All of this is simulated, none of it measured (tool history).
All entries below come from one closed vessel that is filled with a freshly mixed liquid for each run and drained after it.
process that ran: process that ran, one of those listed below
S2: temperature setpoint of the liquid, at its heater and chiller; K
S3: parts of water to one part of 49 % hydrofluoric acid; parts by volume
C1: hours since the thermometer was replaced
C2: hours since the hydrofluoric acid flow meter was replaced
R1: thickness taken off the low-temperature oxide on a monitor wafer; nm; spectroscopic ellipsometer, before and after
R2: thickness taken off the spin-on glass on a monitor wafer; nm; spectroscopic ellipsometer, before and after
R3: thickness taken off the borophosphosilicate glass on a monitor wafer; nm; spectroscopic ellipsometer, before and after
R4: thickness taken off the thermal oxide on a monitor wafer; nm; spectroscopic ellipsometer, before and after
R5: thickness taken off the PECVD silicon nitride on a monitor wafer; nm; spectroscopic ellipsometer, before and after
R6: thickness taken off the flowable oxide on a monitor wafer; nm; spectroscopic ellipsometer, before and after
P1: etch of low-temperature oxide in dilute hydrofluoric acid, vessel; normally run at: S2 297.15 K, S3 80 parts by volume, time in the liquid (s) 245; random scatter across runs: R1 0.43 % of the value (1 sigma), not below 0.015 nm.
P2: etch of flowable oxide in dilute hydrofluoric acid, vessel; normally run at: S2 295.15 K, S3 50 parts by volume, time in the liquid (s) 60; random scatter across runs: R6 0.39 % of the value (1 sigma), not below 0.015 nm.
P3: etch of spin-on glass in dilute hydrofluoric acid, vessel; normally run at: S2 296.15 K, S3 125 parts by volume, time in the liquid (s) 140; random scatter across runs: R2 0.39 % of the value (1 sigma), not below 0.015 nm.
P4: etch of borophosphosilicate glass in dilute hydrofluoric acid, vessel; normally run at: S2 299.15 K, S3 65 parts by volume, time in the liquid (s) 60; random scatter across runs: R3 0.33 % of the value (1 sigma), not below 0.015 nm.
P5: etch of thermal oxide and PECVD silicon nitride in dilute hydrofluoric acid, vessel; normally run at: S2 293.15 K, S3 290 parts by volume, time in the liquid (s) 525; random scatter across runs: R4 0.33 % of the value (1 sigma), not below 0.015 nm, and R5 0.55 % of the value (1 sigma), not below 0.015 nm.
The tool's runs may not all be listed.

run 1 hour=8.7 | process_that_ran=P1 S2=297.15 S3=80 time_in_the_liquid_(s)=245 | C1=435.9 C2=236.5 | R1=45.5530
run 2 hour=22.6 | process_that_ran=P3 S2=296.15 S3=125 time_in_the_liquid_(s)=140 | C1=449.8 C2=250.4 | R2=39.916
run 3 hour=30.1 | process_that_ran=P4 S2=299.15 S3=65 time_in_the_liquid_(s)=60 | C1=457.3 C2=257.9 | R3=50.233
run 4 hour=41.8 | process_that_ran=P1 S2=297.15 S3=80 time_in_the_liquid_(s)=245 | C1=469.0 C2=269.6 | R1=45.3460
run 5 hour=52.4 | process_that_ran=P1 S2=297.15 S3=80 time_in_the_liquid_(s)=245 | C1=479.6 C2=280.2 | R1=45.9010
run 6 hour=62.1 | process_that_ran=P4 S2=299.15 S3=30 time_in_the_liquid_(s)=60 | C1=489.3 C2=289.9 | R3=114.390
run 7 hour=69.9 | process_that_ran=P1 S2=297.15 S3=80 time_in_the_liquid_(s)=80 | C1=497.1 C2=297.7 | R1=15.0390
run 8 hour=75.9 | process_that_ran=P1 S2=297.15 S3=80 time_in_the_liquid_(s)=410 | C1=503.1 C2=303.7 | R1=76.8560
run 9 hour=85.3 | process_that_ran=P1 S2=304.15 S3=80 time_in_the_liquid_(s)=245 | C1=512.5 C2=313.1 | R1=60.4250
run 10 hour=92.5 | process_that_ran=P1 S2=292.65 S3=80 time_in_the_liquid_(s)=245 | C1=519.7 C2=320.3 | R1=38.1690
run 11 hour=103.7 | process_that_ran=P1 S2=301.15 S3=80 time_in_the_liquid_(s)=475 | C1=530.9 C2=331.5 | R1=104.0200
run 12 hour=115.3 | process_that_ran=P5 S2=290.15 S3=290 time_in_the_liquid_(s)=525 | C1=542.5 C2=343.1 | R4=5.6502 R5=4.9239
run 13 hour=127.2 | process_that_ran=P3 S2=296.15 S3=170 time_in_the_liquid_(s)=140 | C1=554.4 C2=355.0 | R2=27.868
run 14 hour=139.2 | process_that_ran=P1 S2=297.15 S3=80 time_in_the_liquid_(s)=245 | C1=566.4 C2=367.0 | R1=45.8430
run 15 hour=150.8 | process_that_ran=P3 S2=301.15 S3=125 time_in_the_liquid_(s)=140 | C1=578.0 C2=378.6 | R2=48.235
run 16 hour=160.1 | process_that_ran=P1 S2=297.15 S3=30 time_in_the_liquid_(s)=245 | C1=587.3 C2=387.9 | R1=130.0900
run 17 hour=168.7 | process_that_ran=P1 S2=297.15 S3=130 time_in_the_liquid_(s)=45 | C1=595.9 C2=396.5 | R1=4.8674
run 18 hour=179.5 | process_that_ran=P2 S2=295.15 S3=50 time_in_the_liquid_(s)=60 | C1=606.7 C2=407.3 | R6=45.165
run 19 hour=189.1 | process_that_ran=P2 S2=295.15 S3=80 time_in_the_liquid_(s)=60 | C1=616.3 C2=416.9 | R6=27.155
run 20 hour=197.9 | process_that_ran=P1 S2=297.15 S3=80 time_in_the_liquid_(s)=245 | C1=625.1 C2=425.7 | R1=45.7200
run 21 hour=205.6 | process_that_ran=P5 S2=293.15 S3=290 time_in_the_liquid_(s)=900 | C1=632.8 C2=433.4 | R4=10.7980 R5=10.0780
run 22 hour=216.4 | process_that_ran=P4 S2=294.65 S3=65 time_in_the_liquid_(s)=60 | C1=643.6 C2=444.2 | R3=42.076
run 23 hour=227.9 | process_that_ran=P1 S2=297.15 S3=110 time_in_the_liquid_(s)=245 | C1=655.1 C2=455.7 | R1=32.0230
run 24 hour=240.0 | process_that_ran=P4 S2=299.15 S3=65 time_in_the_liquid_(s)=35 | C1=667.2 C2=467.8 | R3=29.379
run 25 hour=246.2 | process_that_ran=P3 S2=296.15 S3=125 time_in_the_liquid_(s)=60 | C1=673.4 C2=474.0 | R2=17.094
run 26 hour=255.4 | process_that_ran=P2 S2=295.15 S3=50 time_in_the_liquid_(s)=30 | C1=682.6 C2=483.2 | R6=22.634
run 27 hour=266.7 | process_that_ran=P2 S2=302.15 S3=50 time_in_the_liquid_(s)=60 | C1=693.9 C2=494.5 | R6=60.084
run 28 hour=276.5 | process_that_ran=P5 S2=293.15 S3=175 time_in_the_liquid_(s)=525 | C1=703.7 C2=504.3 | R4=11.6350 R5=9.7171
run 29 hour=287.5 | process_that_ran=P1 S2=297.15 S3=80 time_in_the_liquid_(s)=245 | C1=714.7 C2=515.3 | R1=45.5320
run 30 hour=298.8 | process_that_ran=P3 S2=296.15 S3=125 time_in_the_liquid_(s)=140 | C1=726.0 C2=526.6 | R2=40.116
run 31 hour=305.0 | process_that_ran=P5 S2=293.15 S3=290 time_in_the_liquid_(s)=525 | C1=732.2 C2=532.8 | R4=6.3266 R5=5.8635
run 32 hour=311.7 | process_that_ran=P5 S2=293.15 S3=290 time_in_the_liquid_(s)=525 | C1=738.9 C2=539.5 | R4=6.2980 R5=5.9485
run 33 hour=322.3 | process_that_ran=P1 S2=297.15 S3=80 time_in_the_liquid_(s)=245 | C1=749.5 C2=550.1 | R1=45.9020
run 34 hour=332.3 | process_that_ran=P1 S2=297.15 S3=80 time_in_the_liquid_(s)=245 | C1=759.5 C2=560.1 | R1=44.5920
run 35 hour=343.6 | process_that_ran=P1 S2=297.15 S3=80 time_in_the_liquid_(s)=245 | C1=770.8 C2=571.4 | R1=43.1570
run 36 hour=355.7 | process_that_ran=P1 S2=297.15 S3=80 time_in_the_liquid_(s)=245 | C1=782.9 C2=583.5 | R1=43.0390
run 37 hour=362.9 | process_that_ran=P1 S2=297.15 S3=80 time_in_the_liquid_(s)=245 | C1=790.1 C2=590.7 | R1=42.5480
run 38 hour=375.9 | process_that_ran=P1 S2=297.15 S3=80 time_in_the_liquid_(s)=245 | C1=803.1 C2=603.7 | R1=42.2220
run 39 hour=384.6 | process_that_ran=P1 S2=297.15 S3=80 time_in_the_liquid_(s)=245 | C1=811.8 C2=612.4 | R1=42.2930
run 40 hour=395.6 | process_that_ran=P1 S2=297.15 S3=80 time_in_the_liquid_(s)=245 | C1=822.8 C2=623.4 | R1=42.1300
run 41 hour=401.8 | process_that_ran=P1 S2=297.15 S3=80 time_in_the_liquid_(s)=245 | C1=829.0 C2=629.6 | R1=42.0810

The output of P1 has drifted from where it used to be. Each of the 2 causes below, taken at the size shown beside it, accounts for the log equally well:
A: hydrofluoric acid flow below the setpoint (%) = 7.02
B: liquid colder than its thermometer reads (K) = 1.99
The onset of the drift is placed at about hour 322.3.

Each of the 4 check runs below uses one wafer; its results are left as question marks. Which run tells the causes apart?
run check 1 hour=408.0 | process_that_ran=P3 S2=296.15 S3=125 time_in_the_liquid_(s)=140 | R2=?
run check 2 hour=408.0 | process_that_ran=P2 S2=295.15 S3=50 time_in_the_liquid_(s)=60 | R6=?
run check 3 hour=408.0 | process_that_ran=P4 S2=299.15 S3=65 time_in_the_liquid_(s)=60 | R3=?
run check 4 hour=408.0 | process_that_ran=P5 S2=293.15 S3=290 time_in_the_liquid_(s)=525 | R4=? R5=?

What every check run would give for each of its results, assuming each possible cause in turn:
check=check_1 result=R2 if_A=36.659 if_B=36.832
check=check_2 result=R6 if_A=41.869 if_B=41.610
check=check_3 result=R3 if_A=46.451 if_B=46.415
check=check_4 result=R4 if_A=5.7449 if_B=5.8516
check=check_4 result=R5 if_A=5.5078 if_B=5.1990
Smallest distance between any two causes, each pair judged by its most separating result, in per cent: check 1 0.47 %; check 2 0.62 %; check 3 0.08 %; check 4 5.77 %
The other checks would show nearly matching results whichever cause is true, so check 4 is the only one that separates the causes.

The results of check 4 are: R4 5.8744 nm; R5 5.1589 nm. Based on these, which of the listed causes is it?

It is B: liquid colder than its thermometer reads (K).

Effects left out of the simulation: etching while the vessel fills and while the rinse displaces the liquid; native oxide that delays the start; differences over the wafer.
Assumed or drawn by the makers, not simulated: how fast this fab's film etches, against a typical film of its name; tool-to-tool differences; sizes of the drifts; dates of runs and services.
